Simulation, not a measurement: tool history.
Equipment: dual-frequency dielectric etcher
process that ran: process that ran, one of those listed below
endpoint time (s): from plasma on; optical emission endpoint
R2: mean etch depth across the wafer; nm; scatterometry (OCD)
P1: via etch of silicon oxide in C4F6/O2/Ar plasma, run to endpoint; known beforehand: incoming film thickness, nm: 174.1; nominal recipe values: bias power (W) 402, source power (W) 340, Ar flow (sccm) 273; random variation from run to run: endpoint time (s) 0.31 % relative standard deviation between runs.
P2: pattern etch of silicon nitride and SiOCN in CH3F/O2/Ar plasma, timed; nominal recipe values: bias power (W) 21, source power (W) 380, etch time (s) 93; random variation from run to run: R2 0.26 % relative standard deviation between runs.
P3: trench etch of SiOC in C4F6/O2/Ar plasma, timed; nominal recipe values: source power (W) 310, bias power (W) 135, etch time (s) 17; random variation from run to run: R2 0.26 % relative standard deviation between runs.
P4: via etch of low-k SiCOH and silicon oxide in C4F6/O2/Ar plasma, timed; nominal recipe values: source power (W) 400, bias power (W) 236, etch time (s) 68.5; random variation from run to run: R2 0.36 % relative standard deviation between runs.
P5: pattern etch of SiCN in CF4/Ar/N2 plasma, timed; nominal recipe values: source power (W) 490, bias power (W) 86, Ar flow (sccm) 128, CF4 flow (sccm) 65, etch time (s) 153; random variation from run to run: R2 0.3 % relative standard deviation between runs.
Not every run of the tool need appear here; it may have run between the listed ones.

run 1 hour=16.9 | process_that_ran=P1 bias_power_(W)=402 source_power_(W)=340 Ar_flow_(sccm)=273 | endpoint_time_(s)=46.29
run 2 hour=34.9 | process_that_ran=P1 bias_power_(W)=402 source_power_(W)=340 Ar_flow_(sccm)=328 | endpoint_time_(s)=46.654
run 3 hour=53.6 | process_that_ran=P1 bias_power_(W)=402 source_power_(W)=340 Ar_flow_(sccm)=176 | endpoint_time_(s)=43.701
run 4 hour=64.6 | process_that_ran=P2 bias_power_(W)=29 source_power_(W)=380 etch_time_(s)=93 | R2=13.53
run 5 hour=79.8 | process_that_ran=P2 bias_power_(W)=21 source_power_(W)=220 etch_time_(s)=93 | R2=9.7286
run 6 hour=90.7 | process_that_ran=P1 bias_power_(W)=402 source_power_(W)=450 Ar_flow_(sccm)=273 | endpoint_time_(s)=41.361
run 7 hour=108.2 | process_that_ran=P1 bias_power_(W)=402 source_power_(W)=240 Ar_flow_(sccm)=273 | endpoint_time_(s)=52.252
run 8 hour=120.8 | process_that_ran=P3 bias_power_(W)=135 source_power_(W)=310 etch_time_(s)=17 | R2=29.1
run 9 hour=139.5 | process_that_ran=P1 bias_power_(W)=402 source_power_(W)=340 Ar_flow_(sccm)=273 | endpoint_time_(s)=45.905
run 10 hour=152 | process_that_ran=P2 bias_power_(W)=21 source_power_(W)=380 etch_time_(s)=55.5 | R2=6.9977
run 11 hour=169.3 | process_that_ran=P1 bias_power_(W)=557 source_power_(W)=340 Ar_flow_(sccm)=273 | endpoint_time_(s)=40.727
run 12 hour=177.8 | process_that_ran=P1 bias_power_(W)=402 source_power_(W)=230 Ar_flow_(sccm)=197 | endpoint_time_(s)=51.386
run 13 hour=192.4 | process_that_ran=P4 bias_power_(W)=236 source_power_(W)=400 etch_time_(s)=89 | R2=253.79
run 14 hour=202.2 | process_that_ran=P5 bias_power_(W)=86 source_power_(W)=650 Ar_flow_(sccm)=128 etch_time_(s)=153 CF4_flow_(sccm)=65 | R2=181.78
run 15 hour=212.2 | process_that_ran=P1 bias_power_(W)=402 source_power_(W)=340 Ar_flow_(sccm)=273 | endpoint_time_(s)=46.283
run 16 hour=222.9 | process_that_ran=P4 bias_power_(W)=145 source_power_(W)=400 etch_time_(s)=68.5 | R2=168.06
run 17 hour=240.3 | process_that_ran=P4 bias_power_(W)=236 source_power_(W)=510 etch_time_(s)=68.5 | R2=214.49
run 18 hour=254.9 | process_that_ran=P1 bias_power_(W)=402 source_power_(W)=340 Ar_flow_(sccm)=273 | endpoint_time_(s)=45.839
run 19 hour=270.5 | process_that_ran=P2 bias_power_(W)=21 source_power_(W)=380 etch_time_(s)=93 | R2=11.732
run 20 hour=282.8 | process_that_ran=P3 bias_power_(W)=135 source_power_(W)=200 etch_time_(s)=17 | R2=24.486
run 21 hour=292.2 | process_that_ran=P5 bias_power_(W)=86 source_power_(W)=490 Ar_flow_(sccm)=128 etch_time_(s)=206 CF4_flow_(sccm)=65 | R2=190.21
run 22 hour=303.3 | process_that_ran=P3 bias_power_(W)=135 source_power_(W)=310 etch_time_(s)=17 | R2=29.057
run 23 hour=311.9 | process_that_ran=P4 bias_power_(W)=236 source_power_(W)=400 etch_time_(s)=68.5 | R2=196.68
-- hour=320.5 source power generator calibrated
run 24 hour=322.7 | process_that_ran=P1 bias_power_(W)=402 source_power_(W)=340 Ar_flow_(sccm)=273 | endpoint_time_(s)=45.994
run 25 hour=332.7 | process_that_ran=P5 bias_power_(W)=86 source_power_(W)=490 Ar_flow_(sccm)=128 etch_time_(s)=153 CF4_flow_(sccm)=65 | R2=141.6
run 26 hour=345.9 | process_that_ran=P1 bias_power_(W)=402 source_power_(W)=340 Ar_flow_(sccm)=273 | endpoint_time_(s)=46.361
run 27 hour=357.8 | process_that_ran=P3 bias_power_(W)=135 source_power_(W)=310 etch_time_(s)=11 | R2=18.679
run 28 hour=367.2 | process_that_ran=P3 bias_power_(W)=88 source_power_(W)=310 etch_time_(s)=17 | R2=25.663
run 29 hour=375.5 | process_that_ran=P1 bias_power_(W)=271 source_power_(W)=340 Ar_flow_(sccm)=273 | endpoint_time_(s)=52.805
run 30 hour=389.9 | process_that_ran=P5 bias_power_(W)=86 source_power_(W)=490 Ar_flow_(sccm)=79 etch_time_(s)=153 CF4_flow_(sccm)=65 | R2=151.82
run 31 hour=401.7 | process_that_ran=P5 bias_power_(W)=86 source_power_(W)=490 Ar_flow_(sccm)=128 etch_time_(s)=153 CF4_flow_(sccm)=88 | R2=148.02
run 32 hour=419 | process_that_ran=P5 bias_power_(W)=61 source_power_(W)=490 Ar_flow_(sccm)=128 etch_time_(s)=153 CF4_flow_(sccm)=65 | R2=124.52
run 33 hour=436.8 | process_that_ran=P1 bias_power_(W)=402 source_power_(W)=340 Ar_flow_(sccm)=273 | endpoint_time_(s)=46.079
run 34 hour=445.7 | process_that_ran=P1 bias_power_(W)=402 source_power_(W)=340 Ar_flow_(sccm)=273 | endpoint_time_(s)=46.095
run 35 hour=460.6 | process_that_ran=P1 bias_power_(W)=402 source_power_(W)=340 Ar_flow_(sccm)=273 | endpoint_time_(s)=46.608
run 36 hour=471.4 | process_that_ran=P1 bias_power_(W)=402 source_power_(W)=340 Ar_flow_(sccm)=273 | endpoint_time_(s)=46.293
run 37 hour=486 | process_that_ran=P1 bias_power_(W)=402 source_power_(W)=340 Ar_flow_(sccm)=273 | endpoint_time_(s)=46.684
run 38 hour=502.7 | process_that_ran=P1 bias_power_(W)=402 source_power_(W)=340 Ar_flow_(sccm)=273 | endpoint_time_(s)=46.774
-- hour=507.2 Ar flow controller replaced
run 39 hour=518.4 | process_that_ran=P1 bias_power_(W)=402 source_power_(W)=340 Ar_flow_(sccm)=273 | endpoint_time_(s)=46.902
run 40 hour=530.7 | process_that_ran=P1 bias_power_(W)=402 source_power_(W)=340 Ar_flow_(sccm)=273 | endpoint_time_(s)=46.797
-- hour=534.1 wet clean of the chamber
run 41 hour=543.7 | process_that_ran=P1 bias_power_(W)=402 source_power_(W)=340 Ar_flow_(sccm)=273 | endpoint_time_(s)=46.647
run 42 hour=561.8 | process_that_ran=P1 bias_power_(W)=402 source_power_(W)=340 Ar_flow_(sccm)=273 | endpoint_time_(s)=46.848
run 43 hour=570 | process_that_ran=P1 bias_power_(W)=402 source_power_(W)=340 Ar_flow_(sccm)=273 | endpoint_time_(s)=46.918

P1 has crept away from where it was. The log is fitted equally well by each of these 2 causes, at the sizes shown:
A: source power that arrives under what is set, % = 4.03
B: bias power that arrives under what is set, % = 4.11
The gradual shift began around hour 436.8.
Why every other cause is out:
chamber walls in a state that lowers the etch rate, %: serviced at hour 534.1, after the change had begun; the process did not return to its earlier output
Ar flow that arrives over what is set, %: serviced at hour 507.2, after the change had begun; the process did not return to its earlier output

The check runs listed below each take one wafer, and their results are still question marks. Under which run would the listed causes lead to clearly different results?
run check 1 hour=578.2 | process_that_ran=P3 bias_power_(W)=135 source_power_(W)=210 etch_time_(s)=17 | R2=?
run check 2 hour=578.2 | process_that_ran=P2 bias_power_(W)=21 source_power_(W)=230 etch_time_(s)=60.5 | R2=?
run check 3 hour=578.2 | process_that_ran=P5 bias_power_(W)=62 source_power_(W)=600 Ar_flow_(sccm)=128 etch_time_(s)=153 CF4_flow_(sccm)=65 | R2=?
run check 4 hour=578.2 | process_that_ran=P4 bias_power_(W)=155 source_power_(W)=400 etch_time_(s)=68.5 | R2=?

Predicted outcomes, by check and by cause:
check=check_1 result=R2 if_A=24.546 if_B=24.62
check=check_2 result=R2 if_A=6.3321 if_B=6.3003
check=check_3 result=R2 if_A=144.74 if_B=147.91
check=check_4 result=R2 if_A=168.57 if_B=169.14
Separation of the two closest causes in each check, using whichever result separates them best: check 1 0.3 %; check 2 0.5 %; check 3 2.16 %; check 4 0.34 %
The other checks would show nearly matching results whichever cause is true, so check 3 is the only one that separates the causes.

Check 3 has now been run. It gave: R2 147.8 nm. Which of the candidate causes is it?

The cause is B: bias power that arrives under what is set, %.
